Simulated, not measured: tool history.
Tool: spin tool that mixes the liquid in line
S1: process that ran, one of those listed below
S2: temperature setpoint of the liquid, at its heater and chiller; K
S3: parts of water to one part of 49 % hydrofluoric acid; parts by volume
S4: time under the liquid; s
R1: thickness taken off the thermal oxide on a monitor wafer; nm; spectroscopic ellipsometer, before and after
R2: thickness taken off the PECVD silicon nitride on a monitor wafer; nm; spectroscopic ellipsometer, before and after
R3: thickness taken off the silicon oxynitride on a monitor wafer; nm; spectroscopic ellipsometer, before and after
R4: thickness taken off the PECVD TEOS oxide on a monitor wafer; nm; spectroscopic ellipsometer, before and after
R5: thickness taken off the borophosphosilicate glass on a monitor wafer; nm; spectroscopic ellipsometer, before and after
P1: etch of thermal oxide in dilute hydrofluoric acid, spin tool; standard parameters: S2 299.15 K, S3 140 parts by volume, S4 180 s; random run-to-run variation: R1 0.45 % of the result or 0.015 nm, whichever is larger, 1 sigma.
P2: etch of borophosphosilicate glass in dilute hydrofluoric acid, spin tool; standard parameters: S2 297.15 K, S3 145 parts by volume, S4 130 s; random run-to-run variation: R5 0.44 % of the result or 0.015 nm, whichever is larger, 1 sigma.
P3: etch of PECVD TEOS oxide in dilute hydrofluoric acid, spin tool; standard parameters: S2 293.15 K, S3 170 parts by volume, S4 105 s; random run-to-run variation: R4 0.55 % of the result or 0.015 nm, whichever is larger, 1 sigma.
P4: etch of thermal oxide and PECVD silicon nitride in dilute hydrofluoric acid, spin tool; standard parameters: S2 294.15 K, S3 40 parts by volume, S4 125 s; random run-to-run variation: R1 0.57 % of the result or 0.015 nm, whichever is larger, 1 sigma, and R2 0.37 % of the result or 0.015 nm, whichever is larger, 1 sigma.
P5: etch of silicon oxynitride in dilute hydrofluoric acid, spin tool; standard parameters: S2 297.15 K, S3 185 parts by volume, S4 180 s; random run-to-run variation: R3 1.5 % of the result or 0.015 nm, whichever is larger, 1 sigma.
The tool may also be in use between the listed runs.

run	hour	S1	S2	S3	S4	R1	R2	R3	R4	R5
1	15.3	P1	299.15	140	180	6.3822				
2	24.4	P4	294.15	65	125	8.8029	4.57660			
3	34.5	P1	299.15	140	85	3.0346				
4	42.5	P5	297.15	185	180			1.3999		
5	58.6	P5	301.15	185	180			1.6931		
6	70.2	P3	299.15	170	105				6.9047	
7	87.3	P1	303.65	140	180	7.5276				
8	96.4	P1	299.15	140	180	6.3572				
9	112.4	P4	294.15	40	125	14.9330	7.29690			
10	126.5	P1	299.15	140	180	6.3769				
11	142.9	P1	299.15	140	180	6.4220				
12	155.3	P1	304.15	70	180	17.1200				
13	166.2	P3	293.15	170	45				2.3207	
14	177.3	P2	297.15	145	30					13.759
15	194.2	P1	299.15	140	260	9.3142				
16	205.6	P1	299.15	140	180	6.4414				
17	219.7	P1	299.15	140	180	6.4063				
18	236.0	P3	293.15	170	105				5.5666	
19	247.2	P5	297.15	185	345			2.6562		
20	261.7	P1	299.15	65	180	15.1500				
21	278.5	P3	293.15	50	105				21.2990	
22	295.4	P2	297.15	145	130					59.918
23	305.7	P5	297.15	185	180			1.3939		
24	319.4	P2	297.15	195	130					42.177
25	335.7	P2	293.15	145	130					51.597
26	348.2	P4	290.15	40	125	12.5040	5.52570			
27	365.1	P1	293.15	185	180	3.6599				
28	381.4	P4	294.15	40	15	1.7985	0.88606			
29	398.1	P3	293.15	170	105				5.5200	
30	412.2	P5	297.15	45	180			6.2752		
31	426.6	P1	292.15	140	180	4.8992				
32	442.2	P1	299.15	220	180	3.6937				
33	457.4	P1	299.15	140	180	6.4213				
34	474.0	P1	299.15	140	180	6.2553				
35	486.0	P1	299.15	140	180	6.1152				
36	497.8	P1	299.15	140	180	6.0558				
37	505.9	P1	299.15	140	180	6.0490				
38	517.6	P1	299.15	140	180	5.9948				
39	534.1	P1	299.15	140	180	6.0033				
40	547.1	P1	299.15	140	180	5.8845				
41	562.3	P1	299.15	140	180	5.9149				
42	578.7	P1	299.15	140	180	5.8855				
43	595.1	P1	299.15	140	180	5.8908				
44	609.4	P1	299.15	140	180	5.8914				

What P1 gives has crept away from where it was. These 2 causes fit the log equally well, each at the size given:
A: hydrofluoric acid flow below the setpoint (%) = 7.26
B: liquid colder than its thermometer reads (K) = 2.33
The process output started creeping at around hour 457.4.

4 check runs are offered, one wafer each, their results left as question marks. Which one tells the causes apart?
check 1	623.7	P3	293.15	170	105				?	
check 2	623.7	P4	294.15	40	125	?	?			
check 3	623.7	P5	297.15	185	180			?		
check 4	623.7	P2	297.15	145	130					?

What every check run would give for each of its results, assuming each possible cause in turn:
check	result	if A	if B
check 1	R4	5.0201	5.0005
check 2	R1	13.8040	13.5220
check 2	R2	6.80260	6.21930
check 3	R3	1.2698	1.2450
check 4	R5	54.785	54.670
Gap, in per cent, between the two causes that each check separates least, read from the result that separates them most: check 1 0.39 %; check 2 8.96 %; check 3 1.97 %; check 4 0.21 %
The other checks would show nearly matching results whichever cause is true, so check 2 is the only one that separates the causes.

Check 2 was then run and gave: R1 13.5050 nm; R2 6.18410 nm. Which cause is it?

B is the cause: liquid colder than its thermometer reads (K).
